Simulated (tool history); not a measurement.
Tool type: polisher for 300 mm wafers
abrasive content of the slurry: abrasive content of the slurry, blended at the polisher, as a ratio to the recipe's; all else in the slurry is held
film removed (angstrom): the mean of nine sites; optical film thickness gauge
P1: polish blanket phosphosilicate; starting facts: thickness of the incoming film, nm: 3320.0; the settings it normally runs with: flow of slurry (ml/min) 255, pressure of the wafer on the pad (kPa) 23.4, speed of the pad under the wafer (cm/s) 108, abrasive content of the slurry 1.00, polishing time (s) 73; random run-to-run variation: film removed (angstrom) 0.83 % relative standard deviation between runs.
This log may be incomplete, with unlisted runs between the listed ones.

| run | day | flow of slurry (ml/min) | pressure of the wafer on the pad (kPa) | speed of the pad under the wafer (cm/s) | abrasive content of the slurry | polishing time (s) | wafers polished on this pad | hours since the slurry nozzle was cleaned | hours since the head pressure was calibrated | hours since the slurry blender was calibrated | hours since the conditioning disc was replaced | film removed (angstrom) |
|---|---|---|---|---|---|---|---|---|---|---|---|---|
| 1 | 0.288 | 255 | 23.4 | 108 | 1.00 | 73 | 480 | 511.9 | 280.4 | 118.7 | 207.8 | 7080.6 |
| 2 | 0.512 | 255 | 23.4 | 108 | 1.00 | 33 | 527 | 517.3 | 285.8 | 124.1 | 213.2 | 3223.2 |
| 3 | 0.788 | 255 | 23.4 | 108 | 0.60 | 73 | 584 | 523.9 | 292.4 | 130.7 | 219.8 | 5571.2 |
| 4 | 1.088 | 155 | 23.4 | 108 | 1.00 | 73 | 646 | 531.1 | 299.6 | 137.9 | 227.0 | 6667.2 |
| 5 | 1.383 | 255 | 23.4 | 48 | 1.00 | 73 | 708 | 538.2 | 306.7 | 145.0 | 234.1 | 3720.0 |
| 6 | 1.638 | 255 | 23.4 | 108 | 1.00 | 73 | 760 | 544.3 | 312.8 | 151.1 | 240.2 | 7090.5 |
| 7 | 1.804 | 255 | 23.4 | 108 | 1.00 | 73 | 795 | 548.3 | 316.8 | 155.1 | 244.2 | 7184.1 |
|  | 2.104 | slurry blender recalibrated |
| 8 | 2.104 | 355 | 23.4 | 108 | 1.30 | 73 | 857 | 555.5 | 324.0 | 0.0 | 251.4 | 8212.3 |
| 9 | 2.308 | 255 | 17.2 | 108 | 1.00 | 73 | 900 | 560.4 | 328.9 | 4.9 | 256.3 | 5182.4 |
| 10 | 2.504 | 255 | 23.4 | 108 | 1.00 | 73 | 941 | 565.1 | 333.6 | 9.6 | 261.0 | 7091.4 |
| 11 | 2.783 | 365 | 23.4 | 108 | 1.00 | 73 | 999 | 571.8 | 340.3 | 16.3 | 267.7 | 7418.6 |
| 12 | 3.083 | 255 | 23.4 | 166 | 1.00 | 73 | 1061 | 579.0 | 347.5 | 23.5 | 274.9 | 10059.0 |
| 13 | 3.354 | 255 | 33.8 | 108 | 1.00 | 73 | 1117 | 585.5 | 354.0 | 30.0 | 281.4 | 10306.0 |
| 14 | 3.492 | 255 | 23.4 | 108 | 1.00 | 103 | 1146 | 588.8 | 357.3 | 33.3 | 284.7 | 10008.0 |
| 15 | 3.633 | 255 | 23.4 | 108 | 1.35 | 73 | 1175 | 592.2 | 360.7 | 36.7 | 288.1 | 8190.3 |
| 16 | 3.825 | 255 | 23.4 | 108 | 1.00 | 73 | 1215 | 596.8 | 365.3 | 41.3 | 292.7 | 7143.1 |

Forecast run 17:
| 17 | 3.979 | 255 | 23.4 | 108 | 1.00 | 73 | 1247 | 600.5 | 369.0 | 45.0 | 296.4 | ? |

{"run 17": {"film removed (angstrom)": 6849.7}}

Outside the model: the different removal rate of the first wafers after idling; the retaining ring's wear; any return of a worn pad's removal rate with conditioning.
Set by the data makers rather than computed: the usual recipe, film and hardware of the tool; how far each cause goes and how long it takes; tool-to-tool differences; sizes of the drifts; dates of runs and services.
